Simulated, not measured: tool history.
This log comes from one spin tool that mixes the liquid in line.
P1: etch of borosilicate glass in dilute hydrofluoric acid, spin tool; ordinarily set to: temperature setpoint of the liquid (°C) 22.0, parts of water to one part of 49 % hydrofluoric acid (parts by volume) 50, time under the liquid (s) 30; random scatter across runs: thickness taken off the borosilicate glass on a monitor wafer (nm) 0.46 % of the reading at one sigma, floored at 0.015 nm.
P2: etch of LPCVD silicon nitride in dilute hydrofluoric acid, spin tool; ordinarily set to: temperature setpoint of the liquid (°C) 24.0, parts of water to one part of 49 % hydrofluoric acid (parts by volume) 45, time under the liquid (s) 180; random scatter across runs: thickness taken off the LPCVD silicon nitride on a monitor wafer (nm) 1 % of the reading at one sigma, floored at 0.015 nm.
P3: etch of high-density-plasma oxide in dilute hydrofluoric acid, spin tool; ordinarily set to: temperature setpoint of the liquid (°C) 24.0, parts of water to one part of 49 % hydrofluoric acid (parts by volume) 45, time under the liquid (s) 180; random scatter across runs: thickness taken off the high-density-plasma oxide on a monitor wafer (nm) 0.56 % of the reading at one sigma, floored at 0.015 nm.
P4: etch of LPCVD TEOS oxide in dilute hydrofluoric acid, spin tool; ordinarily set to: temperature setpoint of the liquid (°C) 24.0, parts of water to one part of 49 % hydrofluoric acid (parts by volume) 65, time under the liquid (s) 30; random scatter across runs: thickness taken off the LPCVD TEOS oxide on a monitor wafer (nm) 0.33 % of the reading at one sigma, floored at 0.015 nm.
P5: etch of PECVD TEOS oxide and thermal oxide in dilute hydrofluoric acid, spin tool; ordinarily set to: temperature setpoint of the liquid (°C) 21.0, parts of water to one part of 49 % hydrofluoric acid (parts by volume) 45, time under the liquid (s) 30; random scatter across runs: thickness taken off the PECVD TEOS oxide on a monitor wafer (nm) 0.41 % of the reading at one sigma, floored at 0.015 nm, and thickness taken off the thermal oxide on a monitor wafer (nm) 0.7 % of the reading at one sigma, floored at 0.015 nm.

| run | hour | process that ran | temperature setpoint of the liquid (°C) | parts of water to one part of 49 % hydrofluoric acid (parts by volume) | time under the liquid (s) | thickness taken off the borosilicate glass on a monitor wafer (nm) | thickness taken off the PECVD TEOS oxide on a monitor wafer (nm) | thickness taken off the thermal oxide on a monitor wafer (nm) | thickness taken off the LPCVD TEOS oxide on a monitor wafer (nm) | thickness taken off the high-density-plasma oxide on a monitor wafer (nm) | thickness taken off the LPCVD silicon nitride on a monitor wafer (nm) |
|---|---|---|---|---|---|---|---|---|---|---|---|
| 1 | 13.2 | P1 | 22.0 | 50 | 30 | 30.859 |  |  |  |  |  |
| 2 | 28.8 | P5 | 21.0 | 65 | 30 |  | 4.4820 | 2.0816 |  |  |  |
| 3 | 43.0 | P4 | 24.0 | 65 | 30 |  |  |  | 25.184 |  |  |
| 4 | 58.9 | P1 | 22.0 | 50 | 55 | 56.412 |  |  |  |  |  |
| 5 | 75.7 | P5 | 21.0 | 45 | 30 |  | 6.5821 | 2.9915 |  |  |  |
| 6 | 92.6 | P3 | 24.0 | 45 | 75 |  |  |  |  | 12.495 |  |
| 7 | 104.2 | P4 | 24.0 | 25 | 30 |  |  |  | 69.002 |  |  |
| 8 | 118.9 | P5 | 21.0 | 45 | 30 |  | 6.6605 | 3.0175 |  |  |  |
| 9 | 132.2 | P1 | 22.0 | 85 | 30 | 17.467 |  |  |  |  |  |
| 10 | 141.7 | P3 | 24.0 | 45 | 180 |  |  |  |  | 30.021 |  |
| 11 | 157.2 | P3 | 24.0 | 80 | 180 |  |  |  |  | 16.392 |  |
| 12 | 165.1 | P1 | 22.0 | 50 | 30 | 31.041 |  |  |  |  |  |
| 13 | 180.5 | P4 | 28.5 | 65 | 30 |  |  |  | 30.267 |  |  |
| 14 | 191.3 | P2 | 24.0 | 20 | 180 |  |  |  |  |  | 4.6152 |
| 15 | 198.9 | P1 | 26.5 | 20 | 30 | 96.852 |  |  |  |  |  |
| 16 | 209.8 | P1 | 29.0 | 85 | 30 | 22.898 |  |  |  |  |  |
| 17 | 223.2 | P1 | 22.0 | 50 | 30 | 30.893 |  |  |  |  |  |
| 18 | 235.6 | P3 | 20.0 | 45 | 180 |  |  |  |  | 25.441 |  |
| 19 | 247.0 | P1 | 22.0 | 50 | 30 | 30.964 |  |  |  |  |  |
| 20 | 261.1 | P1 | 22.0 | 25 | 30 | 63.826 |  |  |  |  |  |
| 21 | 271.4 | P2 | 29.5 | 45 | 180 |  |  |  |  |  | 3.1173 |
| 22 | 288.1 | P4 | 24.0 | 65 | 55 |  |  |  | 46.266 |  |  |

Expected results for the next run?
|  | 289.1 | hydrofluoric acid flow meter replaced |
| 23 | 298.0 | P2 | 24.0 | 45 | 180 |  |  |  |  |  | ? |

Run 23 yielded thickness taken off the LPCVD silicon nitride on a monitor wafer (nm) 2.0864.
